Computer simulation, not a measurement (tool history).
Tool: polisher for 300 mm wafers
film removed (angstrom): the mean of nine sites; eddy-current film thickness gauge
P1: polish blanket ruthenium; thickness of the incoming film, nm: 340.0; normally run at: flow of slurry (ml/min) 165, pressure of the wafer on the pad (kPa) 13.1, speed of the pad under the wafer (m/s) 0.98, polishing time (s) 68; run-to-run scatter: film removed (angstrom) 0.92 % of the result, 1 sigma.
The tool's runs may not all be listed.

run  hour  flow of slurry (ml/min)  pressure of the wafer on the pad (kPa)  speed of the pad under the wafer (m/s)  polishing time (s)  film removed (angstrom)
  1   5.0                      165                                    13.1                                    0.98                  68                   856.61
  2   9.5                      165                                    13.1                                    0.98                  68                   861.98
  3  13.8                      165                                    13.1                                    0.98                  68                   852.85
  4  21.0                      165                                    13.1                                    0.98                  31                   391.63
  5  24.5                      100                                     7.6                                    0.98                  68                   445.91
     28.2  -- slurry nozzle cleaned
  6  28.6                      165                                    13.1                                    0.44                  68                   390.63
  7  35.6                      165                                    13.1                                    0.98                  68                   844.33
  8  39.8                      165                                    13.1                                    1.50                  68                  1297.30
  9  47.3                      165                                     9.0                                    0.98                  68                   589.79
 10  50.7                      165                                    13.1                                    0.98                  68                   846.35
 11  54.7                      165                                    20.7                                    0.98                  68                  1323.60

The next listed run, before its measurement:
 12  59.7                      100                                    13.1                                    0.98                  68                        ?

Run 12 gave film removed (angstrom) 772.92.

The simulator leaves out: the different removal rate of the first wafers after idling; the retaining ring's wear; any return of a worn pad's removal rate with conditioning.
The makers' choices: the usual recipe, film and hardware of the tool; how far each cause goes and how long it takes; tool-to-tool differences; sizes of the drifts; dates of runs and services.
